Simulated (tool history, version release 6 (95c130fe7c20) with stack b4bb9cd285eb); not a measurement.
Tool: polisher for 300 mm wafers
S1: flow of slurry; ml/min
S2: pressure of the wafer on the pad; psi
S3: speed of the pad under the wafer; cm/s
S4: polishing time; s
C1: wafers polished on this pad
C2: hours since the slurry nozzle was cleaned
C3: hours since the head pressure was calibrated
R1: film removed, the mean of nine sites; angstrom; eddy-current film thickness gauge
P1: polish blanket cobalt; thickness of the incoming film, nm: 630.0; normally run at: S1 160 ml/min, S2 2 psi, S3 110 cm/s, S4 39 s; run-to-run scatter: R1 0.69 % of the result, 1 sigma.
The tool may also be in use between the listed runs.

run,hour,S1,S2,S3,S4,C1,C2,C3,R1
1,6.9,160,2,110,39,523,267.6,246.3,2138.3
2,14.2,160,2,110,19,596,274.9,253.6,1038.2
3,27.1,195,2,72,39,725,287.8,266.5,1425.2
4,38.9,160,1.2,110,39,843,299.6,278.3,1267.4
5,53.4,160,2,110,39,988,314.1,292.8,2114.9
6,61,160,2,110,62,1064,321.7,300.4,3351.2
7,72.4,105,2,110,39,1178,333.1,311.8,1934.4
8,84.6,160,2,74,24,1300,345.3,324,880.26
# hour 93.6: slurry nozzle cleaned
9,93.8,250,2,110,39,1392,0.2,333.2,2237.6
10,103.9,160,2,146,39,1493,10.3,343.3,2818
11,111.3,160,1.3,162,39,1567,17.7,350.7,2015.2
12,119.9,160,2,110,39,1653,26.3,359.3,2127
13,134.1,160,2,110,39,1795,40.5,373.5,2081.5
14,143.8,160,3,110,39,1892,50.2,383.2,3191
15,157.9,160,2,110,39,2033,64.3,397.3,2138.8
16,165.1,160,2,68,39,2105,71.5,404.5,1300.8
17,172.9,160,2,110,39,2183,79.3,412.3,2084.3
18,181,160,2,110,39,2264,87.4,420.4,2045.6
19,191.5,160,2,110,39,2369,97.9,430.9,1957.4
20,200,160,2,110,39,2455,106.4,439.4,1956.3
# hour 202.2: worn pad replaced by a new one
21,212.2,160,2,110,39,100,118.6,451.6,1932.1
22,221.7,160,2,110,39,195,128.1,461.1,1910.8
23,234.3,160,2,110,39,322,140.7,473.7,1902.9

What P1 gives has crept away from where it was. These 2 causes fit the log equally well, each at the size given:
A: slurry flow missing at the pad, % = 39.5
B: head's pressure below its setpoint, % = 9.77
The creep began at about hour 172.9.
Why every other cause is out:
removal rate lost through wear of the pad, %: serviced at hour 202.2, which brought nothing back

4 check runs are offered, each on 3 wafers whose results are averaged, their results left as question marks. Which one tells the causes apart?
check 1,246.9,160,2,144,22,,,,?
check 2,246.9,235,2,110,39,,,,?
check 3,246.9,160,3,110,39,,,,?
check 4,246.9,160,2.4,110,47,,,,?

What each check would give under each cause:
check,result,if A,if B
check 1,R1,1406.5,1406.8
check 2,R1,2069.1,2006.9
check 3,R1,2857,2857.5
check 4,R1,2754.5,2754.9
How far apart the two closest causes lie, in the result that separates them most: check 1 0.02 %; check 2 3.05 %; check 3 0.02 %; check 4 0.02 %
Only check 2 tells the causes apart: in the others they would give nearly the same result.

Then check 2 was run and gave: R1 2007.8 angstrom. Which cause is it?

It is B: head's pressure below its setpoint, %.

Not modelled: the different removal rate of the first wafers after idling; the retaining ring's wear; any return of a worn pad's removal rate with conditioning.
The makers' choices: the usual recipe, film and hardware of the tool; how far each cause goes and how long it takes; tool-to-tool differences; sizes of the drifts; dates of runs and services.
